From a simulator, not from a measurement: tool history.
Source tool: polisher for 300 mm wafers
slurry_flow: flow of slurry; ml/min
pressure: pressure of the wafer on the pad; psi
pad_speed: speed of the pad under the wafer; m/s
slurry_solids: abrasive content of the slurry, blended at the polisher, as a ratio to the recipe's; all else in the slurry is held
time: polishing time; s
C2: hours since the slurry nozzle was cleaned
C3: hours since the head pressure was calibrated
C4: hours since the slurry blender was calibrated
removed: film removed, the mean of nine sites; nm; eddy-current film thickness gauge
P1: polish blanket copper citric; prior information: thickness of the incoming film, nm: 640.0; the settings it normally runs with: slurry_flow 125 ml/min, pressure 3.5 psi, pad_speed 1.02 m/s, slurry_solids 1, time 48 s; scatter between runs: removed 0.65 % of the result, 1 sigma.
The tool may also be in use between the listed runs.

{"run": 1, "hour": 4.9, "slurry_flow": 125, "pressure": 3.5, "pad_speed": 1.02, "slurry_solids": 1, "time": 48, "wafers polished on this pad": 417, "C2": 204.9, "C3": 269.4, "C4": 91.1, "removed": 111.11}
{"run": 2, "hour": 10.9, "slurry_flow": 125, "pressure": 3.5, "pad_speed": 1.02, "slurry_solids": 1, "time": 48, "wafers polished on this pad": 498, "C2": 210.9, "C3": 275.4, "C4": 97.1, "removed": 109.15}
{"run": 3, "hour": 14.0, "slurry_flow": 125, "pressure": 3.5, "pad_speed": 1.52, "slurry_solids": 1, "time": 48, "wafers polished on this pad": 539, "C2": 214, "C3": 278.5, "C4": 100.2, "removed": 164.84}
{"run": 4, "hour": 17.3, "slurry_flow": 125, "pressure": 3.5, "pad_speed": 0.64, "slurry_solids": 1, "time": 30, "wafers polished on this pad": 584, "C2": 217.3, "C3": 281.8, "C4": 103.5, "removed": 44.297}
{"run": 5, "hour": 23.4, "slurry_flow": 125, "pressure": 3.5, "pad_speed": 1.02, "slurry_solids": 1, "time": 48, "wafers polished on this pad": 666, "C2": 223.4, "C3": 287.9, "C4": 109.6, "removed": 109.26}
{"run": 6, "hour": 27.7, "slurry_flow": 170, "pressure": 3.5, "pad_speed": 1.02, "slurry_solids": 1, "time": 48, "wafers polished on this pad": 724, "C2": 227.7, "C3": 292.2, "C4": 113.9, "removed": 116.28}
{"run": 7, "hour": 33.5, "slurry_flow": 125, "pressure": 3.5, "pad_speed": 1.02, "slurry_solids": 1, "time": 66, "wafers polished on this pad": 803, "C2": 233.5, "C3": 298, "C4": 119.7, "removed": 151.61}
{"run": 8, "hour": 37.6, "slurry_flow": 125, "pressure": 5.5, "pad_speed": 1.02, "slurry_solids": 1, "time": 48, "wafers polished on this pad": 858, "C2": 237.6, "C3": 302.1, "C4": 123.8, "removed": 172.16}
{"run": 9, "hour": 41.9, "slurry_flow": 125, "pressure": 3.5, "pad_speed": 1.02, "slurry_solids": 0.5, "time": 48, "wafers polished on this pad": 916, "C2": 241.9, "C3": 306.4, "C4": 128.1, "removed": 95.613}
{"run": 10, "hour": 47.4, "slurry_flow": 125, "pressure": 3.5, "pad_speed": 1.02, "slurry_solids": 1, "time": 48, "wafers polished on this pad": 990, "C2": 247.4, "C3": 311.9, "C4": 133.6, "removed": 110.9}
{"run": 11, "hour": 51.4, "slurry_flow": 125, "pressure": 3.5, "pad_speed": 1.02, "slurry_solids": 1, "time": 48, "wafers polished on this pad": 1044, "C2": 251.4, "C3": 315.9, "C4": 137.6, "removed": 110.01}
{"run": 12, "hour": 56.7, "slurry_flow": 125, "pressure": 3.5, "pad_speed": 1.02, "slurry_solids": 1, "time": 28, "wafers polished on this pad": 1116, "C2": 256.7, "C3": 321.2, "C4": 142.9, "removed": 64.009}
{"run": 13, "hour": 62.0, "slurry_flow": 125, "pressure": 3.5, "pad_speed": 1.02, "slurry_solids": 1, "time": 48, "wafers polished on this pad": 1187, "C2": 262, "C3": 326.5, "C4": 148.2, "removed": 109.72}
{"run": 14, "hour": 66.7, "slurry_flow": 125, "pressure": 3.5, "pad_speed": 0.66, "slurry_solids": 1, "time": 48, "wafers polished on this pad": 1251, "C2": 266.7, "C3": 331.2, "C4": 152.9, "removed": 71.265}
{"run": 15, "hour": 71.7, "slurry_flow": 75, "pressure": 3.5, "pad_speed": 1.02, "slurry_solids": 1, "time": 48, "wafers polished on this pad": 1318, "C2": 271.7, "C3": 336.2, "C4": 157.9, "removed": 95.905}
{"hour": 75.4, "done": "slurry nozzle cleaned"}
{"run": 16, "hour": 76.5, "slurry_flow": 125, "pressure": 2.3, "pad_speed": 1.02, "slurry_solids": 1, "time": 48, "wafers polished on this pad": 1383, "C2": 1.2, "C3": 341, "C4": 162.7, "removed": 73.228}
{"run": 17, "hour": 82.8, "slurry_flow": 75, "pressure": 3.5, "pad_speed": 1.02, "slurry_solids": 1, "time": 36, "wafers polished on this pad": 1468, "C2": 7.5, "C3": 347.3, "C4": 169, "removed": 72.466}
{"run": 18, "hour": 86.7, "slurry_flow": 125, "pressure": 3.5, "pad_speed": 1.02, "slurry_solids": 1.25, "time": 48, "wafers polished on this pad": 1521, "C2": 11.4, "C3": 351.2, "C4": 172.9, "removed": 116.14}
{"run": 19, "hour": 92.1, "slurry_flow": 125, "pressure": 3.5, "pad_speed": 1.02, "slurry_solids": 1, "time": 48, "wafers polished on this pad": 1594, "C2": 16.8, "C3": 356.6, "C4": 178.3, "removed": 109.74}
{"run": 20, "hour": 97.1, "slurry_flow": 125, "pressure": 3.5, "pad_speed": 1.02, "slurry_solids": 1, "time": 48, "wafers polished on this pad": 1661, "C2": 21.8, "C3": 361.6, "C4": 183.3, "removed": 105.42}
{"run": 21, "hour": 100.0, "slurry_flow": 125, "pressure": 3.5, "pad_speed": 1.02, "slurry_solids": 1, "time": 48, "wafers polished on this pad": 1700, "C2": 24.7, "C3": 364.5, "C4": 186.2, "removed": 102.91}
{"run": 22, "hour": 103.3, "slurry_flow": 125, "pressure": 3.5, "pad_speed": 1.02, "slurry_solids": 1, "time": 48, "wafers polished on this pad": 1745, "C2": 28, "C3": 367.8, "C4": 189.5, "removed": 101.85}

What does the tool deliver on the next run?
{"run": 23, "hour": 107.8, "slurry_flow": 125, "pressure": 3.5, "pad_speed": 1.02, "slurry_solids": 1, "time": 48, "wafers polished on this pad": 1806, "C2": 32.5, "C3": 372.3, "C4": 194, "removed": "?"}

Run 23 came out at removed 101.79 nm.
